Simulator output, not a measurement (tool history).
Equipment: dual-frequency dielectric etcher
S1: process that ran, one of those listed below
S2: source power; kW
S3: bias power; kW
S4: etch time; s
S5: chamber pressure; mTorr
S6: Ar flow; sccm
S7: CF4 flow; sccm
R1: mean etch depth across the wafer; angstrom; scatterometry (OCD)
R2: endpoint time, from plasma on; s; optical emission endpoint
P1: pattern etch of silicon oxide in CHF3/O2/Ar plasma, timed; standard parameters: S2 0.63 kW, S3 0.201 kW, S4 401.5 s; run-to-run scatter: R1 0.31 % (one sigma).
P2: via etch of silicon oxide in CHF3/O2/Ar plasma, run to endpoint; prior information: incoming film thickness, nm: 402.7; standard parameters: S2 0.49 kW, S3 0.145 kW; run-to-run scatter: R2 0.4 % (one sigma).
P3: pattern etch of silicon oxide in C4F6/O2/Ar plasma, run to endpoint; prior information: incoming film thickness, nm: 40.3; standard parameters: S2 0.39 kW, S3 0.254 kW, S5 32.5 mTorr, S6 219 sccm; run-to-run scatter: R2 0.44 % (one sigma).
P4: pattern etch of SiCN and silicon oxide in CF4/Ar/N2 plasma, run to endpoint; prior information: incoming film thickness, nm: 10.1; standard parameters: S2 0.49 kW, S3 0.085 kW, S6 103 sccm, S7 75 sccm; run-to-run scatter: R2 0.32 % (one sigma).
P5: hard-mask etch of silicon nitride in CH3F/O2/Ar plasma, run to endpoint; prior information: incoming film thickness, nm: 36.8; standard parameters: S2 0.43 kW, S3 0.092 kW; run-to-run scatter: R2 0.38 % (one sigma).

run 1 day=0.529 | S1=P1 S2=0.63 S3=0.201 S4=401.5 | R1=8551.3
run 2 day=0.829 | S1=P3 S2=0.24 S3=0.254 S5=32.5 S6=219 | R2=13.239
run 3 day=1.254 | S1=P2 S2=0.49 S3=0.197 | R2=210.39
-- day=1.433 bias power generator calibrated
run 4 day=1.517 | S1=P5 S2=0.61 S3=0.092 | R2=42.386
run 5 day=2.042 | S1=P1 S2=0.82 S3=0.201 S4=300.5 | R1=7157.4
run 6 day=2.479 | S1=P1 S2=0.63 S3=0.201 S4=237 | R1=5085
run 7 day=2.808 | S1=P5 S2=0.43 S3=0.092 | R2=48.569
run 8 day=3.338 | S1=P1 S2=0.63 S3=0.125 S4=290 | R1=5317.1
run 9 day=3.892 | S1=P1 S2=0.63 S3=0.201 S4=401.5 | R1=8605.8
run 10 day=4.454 | S1=P3 S2=0.39 S3=0.254 S5=32.5 S6=219 | R2=10.983
run 11 day=4.712 | S1=P4 S2=0.62 S3=0.085 S6=103 S7=75 | R2=8.2814
run 12 day=5.088 | S1=P3 S2=0.39 S3=0.254 S5=32.5 S6=291 | R2=11.242
run 13 day=5.354 | S1=P2 S2=0.49 S3=0.145 | R2=230.56
run 14 day=5.842 | S1=P1 S2=0.63 S3=0.201 S4=490.5 | R1=10525
run 15 day=6.288 | S1=P3 S2=0.39 S3=0.205 S5=32.5 S6=219 | R2=11.831
run 16 day=6.683 | S1=P3 S2=0.39 S3=0.254 S5=38.5 S6=219 | R2=11.283
run 17 day=7.033 | S1=P1 S2=0.63 S3=0.255 S4=401.5 | R1=9383
run 18 day=7.596 | S1=P1 S2=0.63 S3=0.201 S4=401.5 | R1=8628.8
run 19 day=7.962 | S1=P1 S2=0.63 S3=0.124 S4=401.5 | R1=7353.8
run 20 day=8.329 | S1=P1 S2=0.63 S3=0.201 S4=401.5 | R1=8624.9
run 21 day=8.762 | S1=P5 S2=0.43 S3=0.126 | R2=42.977
run 22 day=9.212 | S1=P4 S2=0.49 S3=0.085 S6=103 S7=75 | R2=10.192
run 23 day=9.6 | S1=P5 S2=0.43 S3=0.092 | R2=48.206
run 24 day=9.971 | S1=P1 S2=0.41 S3=0.201 S4=401.5 | R1=7318
run 25 day=10.238 | S1=P4 S2=0.49 S3=0.085 S6=103 S7=75 | R2=10.111
run 26 day=10.512 | S1=P2 S2=0.31 S3=0.145 | R2=277.83
run 27 day=10.925 | S1=P1 S2=0.8 S3=0.201 S4=401.5 | R1=9418.4
run 28 day=11.371 | S1=P4 S2=0.49 S3=0.057 S6=103 S7=75 | R2=11.641
run 29 day=11.621 | S1=P1 S2=0.47 S3=0.201 S4=542 | R1=10429
run 30 day=12.192 | S1=P4 S2=0.49 S3=0.085 S6=140 S7=75 | R2=10.598
run 31 day=12.512 | S1=P4 S2=0.49 S3=0.085 S6=103 S7=98 | R2=9.771
run 32 day=12.883 | S1=P1 S2=0.63 S3=0.201 S4=401.5 | R1=8639.8
run 33 day=13.225 | S1=P1 S2=0.63 S3=0.201 S4=401.5 | R1=8585.4
run 34 day=13.733 | S1=P1 S2=0.63 S3=0.201 S4=401.5 | R1=8545.1
run 35 day=14.25 | S1=P1 S2=0.63 S3=0.201 S4=401.5 | R1=8472.5
-- day=14.454 wet clean of the chamber
run 36 day=14.679 | S1=P1 S2=0.63 S3=0.201 S4=401.5 | R1=8463.9
run 37 day=15.067 | S1=P1 S2=0.63 S3=0.201 S4=401.5 | R1=8520.6
run 38 day=15.608 | S1=P1 S2=0.63 S3=0.201 S4=401.5 | R1=8518.8
run 39 day=15.867 | S1=P1 S2=0.63 S3=0.201 S4=401.5 | R1=8493.8

Compared with where it was, what P1 gives has crept away. Each cause listed below fits the log as well as the rest, at the size given for it:
A: source power that arrives under what is set, % = 4.01
B: bias power that arrives under what is set, % = 4.46
Onset of the creep was near day 12.883.
Every other cause this tool's parts could produce, and why it does not fit the log:
chamber walls in a state that lowers the etch rate, %: maintenance at day 14.454, after the shift began, did not return the process to its former output

Of the 4 check runs below, each run on 2 wafers with the results averaged and each result still a question mark, which one would tell the listed causes apart?
run check 1 day=16.125 | S1=P5 S2=0.6 S3=0.106 | R2=?
run check 2 day=16.125 | S1=P2 S2=0.49 S3=0.188 | R2=?
run check 3 day=16.125 | S1=P3 S2=0.26 S3=0.254 S5=32.5 S6=282 | R2=?
run check 4 day=16.125 | S1=P4 S2=0.49 S3=0.066 S6=122 S7=75 | R2=?

How each check would come out, cause by cause:
check=check_1 result=R2 if_A=41.09 if_B=41.136
check=check_2 result=R2 if_A=216.63 if_B=216.65
check=check_3 result=R2 if_A=13.437 if_B=13.441
check=check_4 result=R2 if_A=11.767 if_B=11.524
Distance between the nearest two causes, measured in the result of the check that separates them most: check 1 0.11 %; check 2 0.01 %; check 3 0.03 %; check 4 2.09 %
The causes can be told apart only by check 4. The other checks would give nearly the same results under each of them.

Then check 4 was run and gave: R2 11.773 s. Which cause is it?

It is A: source power that arrives under what is set, %.

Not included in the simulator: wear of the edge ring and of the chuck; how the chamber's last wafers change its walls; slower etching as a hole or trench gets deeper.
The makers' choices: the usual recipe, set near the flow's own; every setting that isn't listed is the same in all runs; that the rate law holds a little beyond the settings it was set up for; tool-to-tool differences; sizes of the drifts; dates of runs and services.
